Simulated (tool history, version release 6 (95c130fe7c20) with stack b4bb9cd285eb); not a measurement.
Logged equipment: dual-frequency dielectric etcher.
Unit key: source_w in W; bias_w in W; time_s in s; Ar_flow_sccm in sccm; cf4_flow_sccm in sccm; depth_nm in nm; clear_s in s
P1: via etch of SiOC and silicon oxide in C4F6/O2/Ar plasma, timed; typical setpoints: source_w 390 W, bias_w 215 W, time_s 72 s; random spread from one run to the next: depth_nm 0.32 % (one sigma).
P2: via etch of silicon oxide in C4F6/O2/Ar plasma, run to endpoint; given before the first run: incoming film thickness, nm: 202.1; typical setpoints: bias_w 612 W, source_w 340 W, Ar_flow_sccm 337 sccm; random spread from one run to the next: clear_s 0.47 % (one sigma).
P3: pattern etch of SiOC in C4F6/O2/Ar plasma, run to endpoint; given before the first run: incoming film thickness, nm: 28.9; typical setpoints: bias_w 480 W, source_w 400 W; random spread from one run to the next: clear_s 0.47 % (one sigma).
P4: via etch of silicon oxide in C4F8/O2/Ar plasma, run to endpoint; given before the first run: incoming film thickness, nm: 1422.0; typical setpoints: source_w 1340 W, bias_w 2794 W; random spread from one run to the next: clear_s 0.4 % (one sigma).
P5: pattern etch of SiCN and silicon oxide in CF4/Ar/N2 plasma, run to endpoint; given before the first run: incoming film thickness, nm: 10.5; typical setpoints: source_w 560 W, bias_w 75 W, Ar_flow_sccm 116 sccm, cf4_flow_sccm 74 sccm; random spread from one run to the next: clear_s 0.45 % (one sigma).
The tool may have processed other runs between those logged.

run,hour,process,source_w,bias_w,time_s,Ar_flow_sccm,cf4_flow_sccm,hours since the last wet clean,hours since the last source power generator calibration,hours since the last bias power generator calibration,depth_nm,clear_s
1,10.9,P1,390,215,72,,,115.5,1088.5,1621.9,85.528,
2,26.3,P1,390,215,72,,,130.9,1103.9,1637.3,85.531,
3,36.7,P5,560,52,,116,74,141.3,1114.3,1647.7,,10.934
4,47.5,P1,390,215,72,,,152.1,1125.1,1658.5,85.215,
5,62.4,P1,310,215,72,,,167,1140,1673.4,78.223,
6,74.3,P4,1340,1659,,,,178.9,1151.9,1685.3,,339.39
7,82.6,P2,340,612,,406,,187.2,1160.2,1693.6,,45.477
8,95.6,P3,240,480,,,,200.2,1173.2,1706.6,,12.08
9,110.9,P1,390,148,72,,,215.5,1188.5,1721.9,75.968,
10,119.8,P2,340,458,,337,,224.4,1197.4,1730.8,,49.802
11,128.2,P1,390,160,90.5,,,232.8,1205.8,1739.2,97.857,
12,139.3,P4,1340,2794,,,,243.9,1216.9,1750.3,,290.5
13,150.3,P2,470,612,,337,,254.9,1227.9,1761.3,,39.486
14,164.7,P1,390,215,90.5,,,269.3,1242.3,1775.7,107.21,
15,179.1,P5,560,75,,116,74,283.7,1256.7,1790.1,,9.6878
16,186.9,P1,390,215,72,,,291.5,1264.5,1797.9,85.383,
17,200.4,P1,470,215,72,,,305,1278,1811.4,91.923,
18,212.8,P4,1780,2794,,,,317.4,1290.4,1823.8,,259.83
19,225.6,P5,560,75,,116,97,330.2,1303.2,1836.6,,9.2768
20,234.4,P3,400,480,,,,339,1312,1845.4,,9.957
21,245.5,P1,530,170,72,,,350.1,1323.1,1856.5,89.259,
22,255.8,P1,390,215,39.5,,,360.4,1333.4,1866.8,47.045,
23,269.3,P1,390,215,72,,,373.9,1346.9,1880.3,85.789,
24,282.8,P1,390,215,72,,,387.4,1360.4,1893.8,85.546,
25,298.1,P2,340,612,,337,,402.7,1375.7,1909.1,,44.286
# hour 301.7: wet clean of the chamber
26,313.3,P5,560,75,,77,74,11.6,1390.9,1924.3,,9.1597
# hour 314.7: source power generator calibrated
27,325.6,P3,400,480,,,,23.9,11,1936.6,,10.02
28,337.8,P5,380,75,,116,74,36.1,23.2,1948.8,,13.617
29,346.7,P1,390,262,72,,,45,32.1,1957.7,91.358,
30,355.4,P1,390,215,72,,,53.7,40.8,1966.4,85.942,
31,366.1,P5,560,75,,116,74,64.4,51.5,1977.1,,9.7776
32,376.1,P3,400,349,,,,74.4,61.5,1987.1,,11.271
33,389.7,P1,390,215,72,,,88,75.1,2000.7,85.788,
34,400.2,P1,390,215,72,,,98.5,85.6,2011.2,86.284,
35,414.3,P1,390,215,72,,,112.6,99.7,2025.3,86.027,
36,423,P1,390,215,72,,,121.3,108.4,2034,86.614,
37,434,P1,390,215,72,,,132.3,119.4,2045,87.082,
38,443,P1,390,215,72,,,141.3,128.4,2054,86.862,
39,458.3,P1,390,215,72,,,156.6,143.7,2069.3,87.163,
40,469,P1,390,215,72,,,167.3,154.4,2080,86.928,
# hour 474.9: wet clean of the chamber
41,483,P1,390,215,72,,,8.1,168.4,2094,87.184,
42,490.6,P1,390,215,72,,,15.7,176,2101.6,87.379,
43,503.6,P1,390,215,72,,,28.7,189,2114.6,86.7,

What P1 gives has crept off from where it sat before. The 2 causes that follow fit the log equally well, each at the size noted:
A: bias power that arrives over what is set, % = 4.95
B: source power that arrives over what is set, % = 4.32
The onset of the drift is placed at about hour 389.7.
Other possible causes, and why each is ruled out:
chamber walls in a state that raises the etch rate, %: was serviced at hour 474.9, once the creep was under way, yet the earlier output never came back

The 4 check runs listed below each average the results of 3 wafers, and their outcomes are marked with question marks. Under which run would the listed causes produce clearly different results?
check 1,516.6,P2,460,511,,337,,,,,,?
check 2,516.6,P4,1640,1696,,,,,,,,?
check 3,516.6,P5,560,75,,116,93,,,,,?
check 4,516.6,P3,310,402,,,,,,,,?

Expected result of each check under each candidate cause:
check,result,if A,if B
check 1,clear_s,41.963,42.066
check 2,clear_s,307.09,306.05
check 3,clear_s,9.2046,9.0086
check 4,clear_s,11.544,11.568
Separation of the two closest causes in each check, using whichever result separates them best: check 1 0.24 %; check 2 0.34 %; check 3 2.15 %; check 4 0.21 %
Check 3 distinguishes between the causes, while the remaining checks would return nearly the same result for all of them.

Check 3 has now been run. It gave: clear_s 9.1761 s. Which of the candidate causes is it?

It is A: bias power that arrives over what is set, %.
